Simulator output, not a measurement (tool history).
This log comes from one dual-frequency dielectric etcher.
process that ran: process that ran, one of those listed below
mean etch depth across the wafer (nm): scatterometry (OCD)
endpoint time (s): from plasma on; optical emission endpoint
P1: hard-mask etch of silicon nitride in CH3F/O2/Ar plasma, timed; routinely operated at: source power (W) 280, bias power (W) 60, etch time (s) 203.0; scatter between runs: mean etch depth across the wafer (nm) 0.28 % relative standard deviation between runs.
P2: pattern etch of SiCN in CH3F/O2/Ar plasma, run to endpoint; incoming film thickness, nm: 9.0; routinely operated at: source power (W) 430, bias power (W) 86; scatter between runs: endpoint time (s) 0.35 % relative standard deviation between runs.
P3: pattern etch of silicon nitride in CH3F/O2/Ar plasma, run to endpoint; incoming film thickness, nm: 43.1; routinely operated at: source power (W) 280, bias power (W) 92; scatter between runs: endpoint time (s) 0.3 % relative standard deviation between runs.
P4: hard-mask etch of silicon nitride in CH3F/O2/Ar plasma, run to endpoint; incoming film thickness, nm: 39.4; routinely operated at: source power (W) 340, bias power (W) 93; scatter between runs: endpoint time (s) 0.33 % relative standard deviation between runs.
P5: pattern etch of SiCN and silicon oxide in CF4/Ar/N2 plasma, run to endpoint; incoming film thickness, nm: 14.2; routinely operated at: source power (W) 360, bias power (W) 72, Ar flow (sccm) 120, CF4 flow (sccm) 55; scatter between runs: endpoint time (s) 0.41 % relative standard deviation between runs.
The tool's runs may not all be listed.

run,hour,process that ran,source power (W),bias power (W),etch time (s),Ar flow (sccm),CF4 flow (sccm),hours since the last wet clean,hours since the last source power generator calibration,hours since the last bias power generator calibration,mean etch depth across the wafer (nm),endpoint time (s)
1,8.1,P1,280,60,203.0,,,162.2,630.9,1952.4,119.010,
2,15.9,P5,280,72,,120,55,170.0,638.7,1960.2,,25.739
3,23.1,P1,280,42,203.0,,,177.2,645.9,1967.4,106.820,
4,30.7,P2,430,117,,,,184.8,653.5,1975.0,,19.473
5,42.4,P1,180,60,203.0,,,196.5,665.2,1986.7,101.070,
6,51.2,P5,360,43,,120,55,205.3,674.0,1995.5,,24.762
7,58.0,P1,280,60,143.5,,,212.1,680.8,2002.3,84.259,
8,71.2,P5,360,72,,120,71,225.3,694.0,2015.5,,19.821
9,79.5,P1,280,60,203.0,,,233.6,702.3,2023.8,119.420,
10,93.0,P2,280,86,,,,247.1,715.8,2037.3,,25.653
11,106.4,P5,360,72,,120,55,260.5,729.2,2050.7,,20.766
12,119.8,P1,280,60,203.0,,,273.9,742.6,2064.1,119.620,
13,131.4,P1,220,60,253.5,,,285.5,754.2,2075.7,135.880,
14,142.4,P4,340,93,,,,296.5,765.2,2086.7,,55.772
15,150.2,P5,360,72,,164,55,304.3,773.0,2094.5,,21.777
16,156.8,P4,340,62,,,,310.9,779.6,2101.1,,63.971
17,167.2,P3,280,92,,,,321.3,790.0,2111.5,,64.313
# hour 170.0: wet clean of the chamber
18,173.6,P2,430,86,,,,3.7,796.4,2117.9,,21.685
19,185.3,P1,280,81,203.0,,,15.4,808.1,2129.6,132.140,
20,192.4,P1,280,60,249.5,,,22.5,815.2,2136.7,147.320,
21,202.5,P3,280,92,,,,32.6,825.3,2146.8,,64.300
22,213.1,P2,430,86,,,,43.2,835.9,2157.4,,21.947
23,225.9,P1,280,60,203.0,,,56.0,848.7,2170.2,119.230,
24,232.5,P4,340,93,,,,62.6,855.3,2176.8,,55.662
25,238.6,P4,430,93,,,,68.7,861.4,2182.9,,50.823
26,247.1,P3,180,92,,,,77.2,869.9,2191.4,,75.679
27,260.0,P3,280,125,,,,90.1,882.8,2204.3,,57.423
28,273.1,P1,280,60,203.0,,,103.2,895.9,2217.4,119.710,
29,285.8,P1,340,60,203.0,,,115.9,908.6,2230.1,128.880,
30,298.7,P1,280,60,203.0,,,128.8,921.5,2243.0,120.080,
31,310.6,P1,280,60,203.0,,,140.7,933.4,2254.9,120.720,
32,318.5,P1,280,60,203.0,,,148.6,941.3,2262.8,120.430,
33,324.4,P1,280,60,203.0,,,154.5,947.2,2268.7,120.580,
34,330.7,P1,280,60,203.0,,,160.8,953.5,2275.0,120.750,
# hour 334.9: wet clean of the chamber
35,342.7,P1,280,60,203.0,,,7.8,965.5,2287.0,121.740,
36,348.7,P1,280,60,203.0,,,13.8,971.5,2293.0,121.890,
37,359.7,P1,280,60,203.0,,,24.8,982.5,2304.0,121.460,
38,369.2,P1,280,60,203.0,,,34.3,992.0,2313.5,121.890,

P1 has crept away from where it was. The log is fitted equally well by each of these 2 causes, at the sizes shown:
A: bias power that arrives over what is set, % = 4.82
B: source power that arrives over what is set, % = 4.3
Onset of the creep was near hour 298.7.
Every other cause this tool's parts could produce, and why it does not fit the log:
chamber walls in a state that raises the etch rate, %: serviced at hour 334.9, which brought nothing back

Consider the 4 check runs below, whose results appear as question marks and each of which averages 2 wafers. Which one distinguishes the causes, in that each cause would give it a clearly different result?
check 1,378.7,P3,280,122,,,,,,,,?
check 2,378.7,P4,390,64,,,,,,,,?
check 3,378.7,P2,290,100,,,,,,,,?
check 4,378.7,P5,360,48,,120,67,,,,,?

Check results expected under each cause:
check,result,if A,if B
check 1,endpoint time (s),56.877,57.042
check 2,endpoint time (s),59.121,59.104
check 3,endpoint time (s),23.451,23.515
check 4,endpoint time (s),22.657,22.165
Distance between the nearest two causes, measured in the result of the check that separates them most: check 1 0.29 %; check 2 0.03 %; check 3 0.27 %; check 4 2.2 %
The causes can be told apart only by check 4. The other checks would give nearly the same results under each of them.

With check 4 done, the readings were: endpoint time (s) 22.081. Identify which of the listed causes applies.

It is B: source power that arrives over what is set, %.

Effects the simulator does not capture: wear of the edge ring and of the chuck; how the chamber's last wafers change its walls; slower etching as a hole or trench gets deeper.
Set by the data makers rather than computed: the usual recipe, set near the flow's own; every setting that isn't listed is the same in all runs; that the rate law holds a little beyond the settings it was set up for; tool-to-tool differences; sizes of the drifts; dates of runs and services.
